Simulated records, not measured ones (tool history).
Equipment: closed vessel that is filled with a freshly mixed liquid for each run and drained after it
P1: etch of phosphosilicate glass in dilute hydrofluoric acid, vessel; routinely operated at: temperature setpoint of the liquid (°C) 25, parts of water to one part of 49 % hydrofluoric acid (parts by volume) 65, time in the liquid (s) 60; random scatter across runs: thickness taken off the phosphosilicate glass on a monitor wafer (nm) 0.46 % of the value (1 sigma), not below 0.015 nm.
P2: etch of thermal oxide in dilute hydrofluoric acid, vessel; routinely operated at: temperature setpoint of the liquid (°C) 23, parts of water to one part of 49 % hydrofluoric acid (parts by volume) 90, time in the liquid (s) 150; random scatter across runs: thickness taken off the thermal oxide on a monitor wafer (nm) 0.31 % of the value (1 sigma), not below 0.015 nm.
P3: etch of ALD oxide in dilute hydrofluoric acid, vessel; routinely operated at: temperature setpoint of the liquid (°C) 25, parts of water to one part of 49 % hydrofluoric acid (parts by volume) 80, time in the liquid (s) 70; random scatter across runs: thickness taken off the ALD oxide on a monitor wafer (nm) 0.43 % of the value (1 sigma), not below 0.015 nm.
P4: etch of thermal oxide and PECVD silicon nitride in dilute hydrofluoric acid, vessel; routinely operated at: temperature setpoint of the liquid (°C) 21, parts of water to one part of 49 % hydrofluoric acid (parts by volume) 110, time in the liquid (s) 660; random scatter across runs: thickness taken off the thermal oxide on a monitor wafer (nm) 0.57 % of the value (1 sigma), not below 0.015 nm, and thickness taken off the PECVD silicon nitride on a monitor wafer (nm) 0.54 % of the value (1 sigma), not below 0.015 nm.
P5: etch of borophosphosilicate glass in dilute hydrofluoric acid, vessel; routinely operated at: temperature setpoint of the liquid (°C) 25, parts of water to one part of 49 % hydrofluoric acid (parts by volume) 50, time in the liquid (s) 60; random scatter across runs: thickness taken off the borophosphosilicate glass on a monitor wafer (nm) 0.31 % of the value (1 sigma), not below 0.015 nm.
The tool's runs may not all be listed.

| run | day | process that ran | temperature setpoint of the liquid (°C) | parts of water to one part of 49 % hydrofluoric acid (parts by volume) | time in the liquid (s) | hours since the thermometer was replaced | hours since the hydrofluoric acid flow meter was replaced | thickness taken off the phosphosilicate glass on a monitor wafer (nm) | thickness taken off the thermal oxide on a monitor wafer (nm) | thickness taken off the PECVD silicon nitride on a monitor wafer (nm) | thickness taken off the ALD oxide on a monitor wafer (nm) | thickness taken off the borophosphosilicate glass on a monitor wafer (nm) |
|---|---|---|---|---|---|---|---|---|---|---|---|---|
| 1 | 0.708 | P1 | 25 | 65 | 60 | 460.1 | 461.6 | 171.2 |  |  |  |  |
| 2 | 1.117 | P4 | 21 | 175 | 660 | 469.9 | 471.4 |  | 14.117 | 9.207 |  |  |
| 3 | 1.567 | P2 | 23 | 55 | 150 | 480.7 | 482.2 |  | 13.008 |  |  |  |
| 4 | 1.908 | P1 | 25 | 35 | 60 | 488.9 | 490.4 | 332.16 |  |  |  |  |
| 5 | 2.604 | P2 | 23 | 90 | 150 | 505.6 | 507.1 |  | 7.5842 |  |  |  |
| 6 | 2.925 | P2 | 23 | 90 | 45 | 513.3 | 514.8 |  | 2.312 |  |  |  |
| 7 | 3.412 | P1 | 18.5 | 65 | 60 | 525 | 526.5 | 130.48 |  |  |  |  |
| 8 | 4.083 | P4 | 21 | 110 | 340 | 541.1 | 542.6 |  | 12.325 | 7.4691 |  |  |
| 9 | 4.629 | P3 | 25 | 80 | 70 | 554.2 | 555.7 |  |  |  | 20.354 |  |
| 10 | 5.017 | P3 | 25 | 35 | 70 | 563.5 | 565 |  |  |  | 48.878 |  |
| 11 | 5.6 | P4 | 27.5 | 110 | 660 | 577.5 | 579 |  | 30.87 | 22.358 |  |  |
| 12 | 5.925 | P1 | 25 | 65 | 60 | 585.3 | 586.8 | 171.67 |  |  |  |  |
| 13 | 6.246 | P2 | 23 | 90 | 150 | 593 | 594.5 |  | 7.619 |  |  |  |
| 14 | 6.954 | P1 | 25 | 65 | 115 | 610 | 611.5 | 329.53 |  |  |  |  |
| 15 | 7.429 | P5 | 25 | 50 | 30 | 621.4 | 622.9 |  |  |  |  | 30.488 |
| 16 | 7.983 | P3 | 25 | 80 | 70 | 634.7 | 636.2 |  |  |  | 20.308 |  |
| 17 | 8.712 | P1 | 25 | 65 | 60 | 652.2 | 653.7 | 170.99 |  |  |  |  |
| 18 | 9.258 | P1 | 25 | 65 | 60 | 665.3 | 666.8 | 170.44 |  |  |  |  |
| 19 | 9.792 | P5 | 25 | 50 | 60 | 678.1 | 679.6 |  |  |  |  | 60.883 |
| 20 | 10.471 | P3 | 30.5 | 80 | 70 | 694.4 | 695.9 |  |  |  | 25.113 |  |
| 21 | 11.029 | P1 | 33 | 65 | 60 | 707.8 | 709.3 | 234.32 |  |  |  |  |
| 22 | 11.646 | P2 | 30.5 | 90 | 150 | 722.6 | 724.1 |  | 10.196 |  |  |  |
| 23 | 12.3 | P1 | 28.5 | 40 | 60 | 738.3 | 739.8 | 334.11 |  |  |  |  |
| 24 | 12.675 | P3 | 25 | 80 | 130 | 747.3 | 748.8 |  |  |  | 37.443 |  |
| 25 | 13.175 | P1 | 25 | 95 | 60 | 759.3 | 760.8 | 112.28 |  |  |  |  |
| 26 | 13.517 | P5 | 21 | 50 | 60 | 767.5 | 769 |  |  |  |  | 51.692 |
| 27 | 14.008 | P5 | 25 | 85 | 60 | 779.3 | 780.8 |  |  |  |  | 34.216 |
| 28 | 14.4 | P5 | 25 | 50 | 60 | 788.7 | 790.2 |  |  |  |  | 61.117 |
| 29 | 15.075 | P1 | 25 | 30 | 110 | 804.9 | 806.4 | 715.53 |  |  |  |  |
| 30 | 15.458 | P1 | 25 | 65 | 30 | 814.1 | 815.6 | 85.763 |  |  |  |  |
| 31 | 15.883 | P4 | 21 | 110 | 660 | 824.3 | 825.8 |  | 23.999 | 14.446 |  |  |
| 32 | 16.312 | P4 | 21 | 110 | 660 | 834.6 | 836.1 |  | 23.933 | 14.503 |  |  |
| 33 | 16.854 | P1 | 25 | 65 | 60 | 847.6 | 849.1 | 172.13 |  |  |  |  |
| 34 | 17.212 | P1 | 25 | 65 | 60 | 856.2 | 857.7 | 169.23 |  |  |  |  |
| 35 | 17.942 | P1 | 25 | 65 | 60 | 873.7 | 875.2 | 163.74 |  |  |  |  |
| 36 | 18.379 | P1 | 25 | 65 | 60 | 884.2 | 885.7 | 162.14 |  |  |  |  |
| 37 | 18.812 | P1 | 25 | 65 | 60 | 894.6 | 896.1 | 162.18 |  |  |  |  |
| 38 | 19.467 | P1 | 25 | 65 | 60 | 910.3 | 911.8 | 160.89 |  |  |  |  |
| 39 | 19.946 | P1 | 25 | 65 | 60 | 921.8 | 923.3 | 159.54 |  |  |  |  |
| 40 | 20.671 | P1 | 25 | 65 | 60 | 939.2 | 940.7 | 157.7 |  |  |  |  |
| 41 | 21.233 | P1 | 25 | 65 | 60 | 952.7 | 954.2 | 158.66 |  |  |  |  |
| 42 | 21.904 | P1 | 25 | 65 | 60 | 968.8 | 970.3 | 159.25 |  |  |  |  |
| 43 | 22.388 | P1 | 25 | 65 | 60 | 980.4 | 981.9 | 159.18 |  |  |  |  |

What P1 gives has crept away from where it was. These 2 causes fit the log equally well, each at the size given:
A: liquid colder than its thermometer reads (K) = 2.01
B: hydrofluoric acid flow below the setpoint (%) = 7.22
Onset of the creep was near day 16.854.

Consider the 4 single-wafer check runs listed below, results given as question marks: which one distinguishes between the causes by giving clearly different results for each?
| check 1 | 22.871 | P2 | 23 | 90 | 150 |  |  |  | ? |  |  |  |
| check 2 | 22.871 | P5 | 25 | 50 | 60 |  |  |  |  |  |  | ? |
| check 3 | 22.871 | P4 | 21 | 110 | 660 |  |  |  | ? | ? |  |  |
| check 4 | 22.871 | P3 | 25 | 80 | 70 |  |  |  |  |  | ? |  |

What each check would give under each cause:
| check | result | if A | if B |
|---|---|---|---|
| check 1 | thickness taken off the thermal oxide on a monitor wafer (nm) | 7.0338 | 7.0216 |
| check 2 | thickness taken off the borophosphosilicate glass on a monitor wafer (nm) | 56.252 | 56.394 |
| check 3 | thickness taken off the thermal oxide on a monitor wafer (nm) | 22.139 | 22.084 |
| check 3 | thickness taken off the PECVD silicon nitride on a monitor wafer (nm) | 12.674 | 13.498 |
| check 4 | thickness taken off the ALD oxide on a monitor wafer (nm) | 18.683 | 18.642 |
How far apart the two closest causes lie, in the result that separates them most: check 1 0.17 %; check 2 0.25 %; check 3 6.3 %; check 4 0.22 %
The causes can be told apart only by check 3. The other checks would give nearly the same results under each of them.

After running check 3, the following was obtained: thickness taken off the thermal oxide on a monitor wafer (nm) 22.122; thickness taken off the PECVD silicon nitride on a monitor wafer (nm) 13.524. Which cause does this point to?

It was cause B: hydrofluoric acid flow below the setpoint (%).
